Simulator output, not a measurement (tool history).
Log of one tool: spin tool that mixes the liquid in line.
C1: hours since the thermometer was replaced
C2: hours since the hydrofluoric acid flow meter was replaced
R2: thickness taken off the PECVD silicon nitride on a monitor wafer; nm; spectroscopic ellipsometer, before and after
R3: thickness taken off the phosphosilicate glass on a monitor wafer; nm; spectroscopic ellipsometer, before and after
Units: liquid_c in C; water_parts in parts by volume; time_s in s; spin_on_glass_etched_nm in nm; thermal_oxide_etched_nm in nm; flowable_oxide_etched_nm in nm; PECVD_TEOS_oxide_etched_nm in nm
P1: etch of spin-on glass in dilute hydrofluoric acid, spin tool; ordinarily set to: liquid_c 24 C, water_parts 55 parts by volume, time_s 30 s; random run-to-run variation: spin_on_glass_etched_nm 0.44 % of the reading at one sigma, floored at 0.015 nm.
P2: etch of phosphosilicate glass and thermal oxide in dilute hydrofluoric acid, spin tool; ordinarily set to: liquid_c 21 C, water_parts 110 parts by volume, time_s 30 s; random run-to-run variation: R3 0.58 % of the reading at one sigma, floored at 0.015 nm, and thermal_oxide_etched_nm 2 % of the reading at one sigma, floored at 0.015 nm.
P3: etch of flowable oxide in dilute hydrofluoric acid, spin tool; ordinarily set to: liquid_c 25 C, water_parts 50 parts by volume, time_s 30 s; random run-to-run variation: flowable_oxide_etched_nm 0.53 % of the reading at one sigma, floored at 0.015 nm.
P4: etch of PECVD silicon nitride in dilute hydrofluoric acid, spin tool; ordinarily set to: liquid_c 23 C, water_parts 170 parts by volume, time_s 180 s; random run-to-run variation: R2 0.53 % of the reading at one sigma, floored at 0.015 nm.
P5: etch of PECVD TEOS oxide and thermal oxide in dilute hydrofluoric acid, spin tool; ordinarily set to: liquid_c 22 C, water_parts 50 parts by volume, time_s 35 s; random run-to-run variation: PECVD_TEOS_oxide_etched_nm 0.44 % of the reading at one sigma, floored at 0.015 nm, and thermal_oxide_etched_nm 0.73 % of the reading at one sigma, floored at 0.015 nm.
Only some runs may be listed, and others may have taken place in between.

{"run": 1, "hour": 5.6, "process": "P1", "liquid_c": 24, "water_parts": 55, "time_s": 30, "C1": 602.7, "C2": 661.3, "spin_on_glass_etched_nm": 24.461}
{"run": 2, "hour": 10.5, "process": "P4", "liquid_c": 23, "water_parts": 170, "time_s": 180, "C1": 607.6, "C2": 666.2, "R2": 4.0094}
{"run": 3, "hour": 17.1, "process": "P2", "liquid_c": 21, "water_parts": 110, "time_s": 60, "C1": 614.2, "C2": 672.8, "R3": 41.321, "thermal_oxide_etched_nm": 2.377}
{"run": 4, "hour": 23.2, "process": "P3", "liquid_c": 25, "water_parts": 50, "time_s": 30, "C1": 620.3, "C2": 678.9, "flowable_oxide_etched_nm": 18.444}
{"run": 5, "hour": 29.6, "process": "P4", "liquid_c": 30, "water_parts": 170, "time_s": 180, "C1": 626.7, "C2": 685.3, "R2": 6.1367}
{"run": 6, "hour": 37.1, "process": "P2", "liquid_c": 21, "water_parts": 110, "time_s": 30, "C1": 634.2, "C2": 692.8, "R3": 21.051, "thermal_oxide_etched_nm": 1.1233}
{"run": 7, "hour": 43.1, "process": "P4", "liquid_c": 23, "water_parts": 255, "time_s": 180, "C1": 640.2, "C2": 698.8, "R2": 2.6964}
{"run": 8, "hour": 47.9, "process": "P2", "liquid_c": 21, "water_parts": 155, "time_s": 30, "C1": 645, "C2": 703.6, "R3": 14.113, "thermal_oxide_etched_nm": 0.7701}
{"run": 9, "hour": 53.5, "process": "P1", "liquid_c": 30, "water_parts": 55, "time_s": 30, "C1": 650.6, "C2": 709.2, "spin_on_glass_etched_nm": 31.095}
{"run": 10, "hour": 59.4, "process": "P1", "liquid_c": 24, "water_parts": 55, "time_s": 30, "C1": 656.5, "C2": 715.1, "spin_on_glass_etched_nm": 24.555}
{"run": 11, "hour": 62.9, "process": "P4", "liquid_c": 23, "water_parts": 170, "time_s": 180, "C1": 660, "C2": 718.6, "R2": 3.9856}
{"run": 12, "hour": 70.0, "process": "P4", "liquid_c": 23, "water_parts": 170, "time_s": 35, "C1": 667.1, "C2": 725.7, "R2": 0.75584}
{"run": 13, "hour": 76.0, "process": "P3", "liquid_c": 25, "water_parts": 80, "time_s": 30, "C1": 673.1, "C2": 731.7, "flowable_oxide_etched_nm": 11.192}
{"run": 14, "hour": 79.2, "process": "P1", "liquid_c": 24, "water_parts": 55, "time_s": 50, "C1": 676.3, "C2": 734.9, "spin_on_glass_etched_nm": 40.777}
{"run": 15, "hour": 86.0, "process": "P1", "liquid_c": 24, "water_parts": 55, "time_s": 30, "C1": 683.1, "C2": 741.7, "spin_on_glass_etched_nm": 24.658}
{"run": 16, "hour": 90.0, "process": "P5", "liquid_c": 17, "water_parts": 50, "time_s": 35, "C1": 687.1, "C2": 745.7, "thermal_oxide_etched_nm": 2.6159, "PECVD_TEOS_oxide_etched_nm": 8.1021}
{"run": 17, "hour": 95.4, "process": "P1", "liquid_c": 24, "water_parts": 55, "time_s": 30, "C1": 692.5, "C2": 751.1, "spin_on_glass_etched_nm": 24.611}
{"run": 18, "hour": 98.7, "process": "P5", "liquid_c": 22, "water_parts": 85, "time_s": 35, "C1": 695.8, "C2": 754.4, "thermal_oxide_etched_nm": 1.832, "PECVD_TEOS_oxide_etched_nm": 5.6708}
{"run": 19, "hour": 103.2, "process": "P5", "liquid_c": 22, "water_parts": 50, "time_s": 15, "C1": 700.3, "C2": 758.9, "thermal_oxide_etched_nm": 1.3788, "PECVD_TEOS_oxide_etched_nm": 4.2378}
{"run": 20, "hour": 107.6, "process": "P1", "liquid_c": 18.5, "water_parts": 55, "time_s": 30, "C1": 704.7, "C2": 763.3, "spin_on_glass_etched_nm": 19.588}
{"run": 21, "hour": 112.2, "process": "P3", "liquid_c": 29, "water_parts": 50, "time_s": 30, "C1": 709.3, "C2": 767.9, "flowable_oxide_etched_nm": 21.786}

The next listed run, before its measurement:
{"run": 22, "hour": 117.2, "process": "P1", "liquid_c": 19, "water_parts": 55, "time_s": 15, "C1": 714.3, "C2": 772.9, "spin_on_glass_etched_nm": "?"}

Run 22 came out at spin_on_glass_etched_nm 10.05 nm.
